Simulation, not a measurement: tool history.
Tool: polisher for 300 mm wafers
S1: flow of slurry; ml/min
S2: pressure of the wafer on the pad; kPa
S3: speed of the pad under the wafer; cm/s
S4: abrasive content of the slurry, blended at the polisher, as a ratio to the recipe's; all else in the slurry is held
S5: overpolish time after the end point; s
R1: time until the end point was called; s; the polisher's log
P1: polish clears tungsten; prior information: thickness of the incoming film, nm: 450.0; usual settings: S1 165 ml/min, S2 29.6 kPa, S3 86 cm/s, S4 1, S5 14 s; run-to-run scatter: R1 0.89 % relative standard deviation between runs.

run,hour,S1,S2,S3,S4,S5,R1
1,11.2,165,29.6,86,1,14,102.72
2,24.4,165,21.4,86,1,14,142.89
3,43.2,165,29.6,120,1,14,74.15
4,61.5,165,29.6,86,1,25,103.81
5,73.5,165,29.6,86,1,14,103.55
6,82.4,165,29.6,58,1,14,152.64
7,94.7,165,29.6,86,1,14,102.43
8,109.4,115,29.6,58,1,14,162.96
9,119.5,165,29.6,86,1.35,14,96.752
10,128.7,165,29.6,86,1,14,102.61
11,145.7,120,29.6,108,1,14,86.393
12,158.2,260,29.6,86,1,14,97.056
13,174.1,165,29.6,86,0.6,14,116.07
14,183.7,165,29.6,86,1,7,105.36
15,201.4,165,29.6,86,1,14,105.07
16,212.6,165,45.5,86,1,14,67.752
# hour 216.6: slurry tank refilled with fresh slurry and peroxide
17,221.5,100,29.6,86,1,14,116.04
18,240.1,165,29.6,86,1,14,101.84
19,255.1,165,29.6,86,1,14,104.43
20,263.8,165,29.6,86,1,14,104.24

What does the tool deliver on the next run?
21,274.2,165,29.6,86,1,14,?

R1: 108.36 s

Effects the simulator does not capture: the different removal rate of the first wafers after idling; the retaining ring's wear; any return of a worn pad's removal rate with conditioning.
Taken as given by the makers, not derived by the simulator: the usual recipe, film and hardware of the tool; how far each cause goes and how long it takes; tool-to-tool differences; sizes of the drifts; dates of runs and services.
